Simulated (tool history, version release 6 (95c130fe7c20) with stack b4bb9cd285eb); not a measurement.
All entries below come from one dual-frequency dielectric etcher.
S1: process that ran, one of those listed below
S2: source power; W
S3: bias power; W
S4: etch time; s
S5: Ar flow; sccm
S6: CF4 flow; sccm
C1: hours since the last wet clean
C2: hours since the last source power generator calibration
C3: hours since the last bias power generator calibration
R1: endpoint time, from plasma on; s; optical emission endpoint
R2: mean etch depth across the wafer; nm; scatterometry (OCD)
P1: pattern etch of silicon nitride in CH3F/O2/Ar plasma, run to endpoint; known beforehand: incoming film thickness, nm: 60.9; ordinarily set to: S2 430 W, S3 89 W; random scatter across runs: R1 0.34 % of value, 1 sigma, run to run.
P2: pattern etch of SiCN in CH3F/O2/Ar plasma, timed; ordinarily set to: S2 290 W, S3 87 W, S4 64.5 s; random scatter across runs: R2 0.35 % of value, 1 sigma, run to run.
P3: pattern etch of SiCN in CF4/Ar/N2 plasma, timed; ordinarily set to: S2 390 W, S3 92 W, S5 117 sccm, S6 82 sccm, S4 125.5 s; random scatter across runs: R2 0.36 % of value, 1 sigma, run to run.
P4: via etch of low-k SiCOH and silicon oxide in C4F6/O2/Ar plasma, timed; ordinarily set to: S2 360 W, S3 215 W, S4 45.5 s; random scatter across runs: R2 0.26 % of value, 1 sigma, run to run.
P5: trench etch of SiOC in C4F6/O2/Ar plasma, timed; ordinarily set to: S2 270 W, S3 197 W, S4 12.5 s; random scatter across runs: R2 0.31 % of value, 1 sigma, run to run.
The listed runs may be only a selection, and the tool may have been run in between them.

| run | day | S1 | S2 | S3 | S4 | S5 | S6 | C1 | C2 | C3 | R1 | R2 |
|---|---|---|---|---|---|---|---|---|---|---|---|---|
| 1 | 0.404 | P1 | 430 | 89 |  |  |  | 58.6 | 1603.4 | 789.4 | 77.315 |  |
| 2 | 0.954 | P1 | 430 | 89 |  |  |  | 71.8 | 1616.6 | 802.6 | 77.456 |  |
| 3 | 1.612 | P2 | 370 | 87 | 64.5 |  |  | 87.6 | 1632.4 | 818.4 |  | 24.894 |
| 4 | 1.992 | P3 | 390 | 92 | 125.5 | 117 | 102 | 96.7 | 1641.5 | 827.5 |  | 107.680 |
| 5 | 2.571 | P1 | 600 | 89 |  |  |  | 110.6 | 1655.4 | 841.4 | 68.134 |  |
| 6 | 3.133 | P1 | 300 | 89 |  |  |  | 124.1 | 1668.9 | 854.9 | 89.034 |  |
| 7 | 3.550 | P2 | 290 | 87 | 38.5 |  |  | 134.1 | 1678.9 | 864.9 |  | 13.663 |
| 8 | 3.888 | P1 | 430 | 89 |  |  |  | 142.2 | 1687.0 | 873.0 | 77.782 |  |
| 9 | 4.262 | P1 | 300 | 72 |  |  |  | 151.2 | 1696.0 | 882.0 | 95.942 |  |
| 10 | 4.608 | P1 | 550 | 113 |  |  |  | 159.5 | 1704.3 | 890.3 | 65.463 |  |
| 11 | 5.308 | P4 | 360 | 215 | 25.0 |  |  | 176.3 | 1721.1 | 907.1 |  | 66.147 |
| 12 | 5.879 | P1 | 430 | 89 |  |  |  | 190.0 | 1734.8 | 920.8 | 77.713 |  |
| 13 | 6.450 | P5 | 270 | 197 | 12.5 |  |  | 203.7 | 1748.5 | 934.5 |  | 21.726 |
|  | 6.550 | source power generator calibrated |
| 14 | 7.062 | P3 | 390 | 116 | 125.5 | 117 | 82 | 218.4 | 12.3 | 949.2 |  | 114.410 |
| 15 | 7.467 | P5 | 270 | 197 | 17.0 |  |  | 228.1 | 22.0 | 958.9 |  | 29.699 |
| 16 | 8.042 | P4 | 360 | 164 | 45.5 |  |  | 241.9 | 35.8 | 972.7 |  | 110.600 |
| 17 | 8.712 | P3 | 390 | 92 | 69.0 | 117 | 82 | 258.0 | 51.9 | 988.8 |  | 57.558 |
| 18 | 9.408 | P5 | 270 | 265 | 12.5 |  |  | 274.7 | 68.6 | 1005.5 |  | 24.082 |
| 19 | 9.800 | P2 | 290 | 87 | 64.5 |  |  | 284.1 | 78.0 | 1014.9 |  | 22.707 |
| 20 | 10.375 | P3 | 390 | 92 | 125.5 | 117 | 82 | 297.9 | 91.8 | 1028.7 |  | 104.760 |
| 21 | 10.971 | P5 | 370 | 197 | 12.5 |  |  | 312.2 | 106.1 | 1043.0 |  | 24.590 |
| 22 | 11.512 | P1 | 430 | 108 |  |  |  | 325.2 | 119.1 | 1056.0 | 72.422 |  |
| 23 | 12.162 | P2 | 290 | 120 | 64.5 |  |  | 340.8 | 134.7 | 1071.6 |  | 25.828 |
| 24 | 12.667 | P3 | 390 | 92 | 125.5 | 163 | 82 | 352.9 | 146.8 | 1083.7 |  | 100.050 |
| 25 | 13.096 | P1 | 430 | 89 |  |  |  | 363.2 | 157.1 | 1094.0 | 77.718 |  |
| 26 | 13.579 | P1 | 430 | 58 |  |  |  | 374.8 | 168.7 | 1105.6 | 89.815 |  |
| 27 | 14.088 | P4 | 360 | 215 | 45.5 |  |  | 387.0 | 180.9 | 1117.8 |  | 120.080 |
| 28 | 14.521 | P3 | 280 | 92 | 125.5 | 117 | 82 | 397.4 | 191.3 | 1128.2 |  | 78.302 |
| 29 | 15.054 | P1 | 430 | 89 |  |  |  | 410.2 | 204.1 | 1141.0 | 77.538 |  |
| 30 | 15.733 | P4 | 270 | 215 | 45.5 |  |  | 426.5 | 220.4 | 1157.3 |  | 107.990 |
| 31 | 16.288 | P1 | 430 | 89 |  |  |  | 439.8 | 233.7 | 1170.6 | 77.870 |  |
| 32 | 16.650 | P1 | 430 | 89 |  |  |  | 448.5 | 242.4 | 1179.3 | 77.761 |  |
| 33 | 17.004 | P1 | 430 | 89 |  |  |  | 457.0 | 250.9 | 1187.8 | 78.311 |  |
| 34 | 17.462 | P1 | 430 | 89 |  |  |  | 468.0 | 261.9 | 1198.8 | 78.231 |  |
| 35 | 18.083 | P1 | 430 | 89 |  |  |  | 482.9 | 276.8 | 1213.7 | 79.073 |  |
|  | 18.371 | wet clean of the chamber |
| 36 | 18.712 | P1 | 430 | 89 |  |  |  | 8.2 | 291.9 | 1228.8 | 78.647 |  |
| 37 | 19.300 | P1 | 430 | 89 |  |  |  | 22.3 | 306.0 | 1242.9 | 78.763 |  |
| 38 | 19.983 | P1 | 430 | 89 |  |  |  | 38.7 | 322.4 | 1259.3 | 79.029 |  |
| 39 | 20.579 | P1 | 430 | 89 |  |  |  | 53.0 | 336.7 | 1273.6 | 78.936 |  |
| 40 | 20.988 | P1 | 430 | 89 |  |  |  | 62.8 | 346.5 | 1283.4 | 79.012 |  |

P1 no longer gives what it gave before; its output has crept away from where it was. The following 2 causes, each at its listed size, fit the log equally well:
A: source power that arrives under what is set, % = 4.44
B: bias power that arrives under what is set, % = 4.68
The gradual shift began around day 16.288.
All other causes, with the reason each is excluded:
chamber walls in a state that lowers the etch rate, %: its service at day 18.371 followed the start of the drift and did not put the process back to its old value

Of the 4 check runs below, each run on 2 wafers with the results averaged and each result still a question mark, which one would tell the listed causes apart?
| check 1 | 21.396 | P2 | 290 | 117 | 64.5 |  |  |  |  |  |  | ? |
| check 2 | 21.396 | P3 | 390 | 106 | 125.5 | 145 | 82 |  |  |  |  | ? |
| check 3 | 21.396 | P5 | 270 | 265 | 12.5 |  |  |  |  |  |  | ? |
| check 4 | 21.396 | P4 | 310 | 215 | 30.5 |  |  |  |  |  |  | ? |

Expected result of each check under each candidate cause:
| check | result | if A | if B |
|---|---|---|---|
| check 1 | R2 | 25.116 | 25.058 |
| check 2 | R2 | 103.250 | 105.420 |
| check 3 | R2 | 23.703 | 23.713 |
| check 4 | R2 | 74.973 | 75.085 |
Per check, the gap between the least separated pair of causes, taken in the result that splits them most: check 1 0.23 %; check 2 2.08 %; check 3 0.04 %; check 4 0.15 %
Check 2 distinguishes between the causes, while the remaining checks would return nearly the same result for all of them.

Check 2 was then run and gave: R2 103.270 nm. Which cause is it?

It is A: source power that arrives under what is set, %.
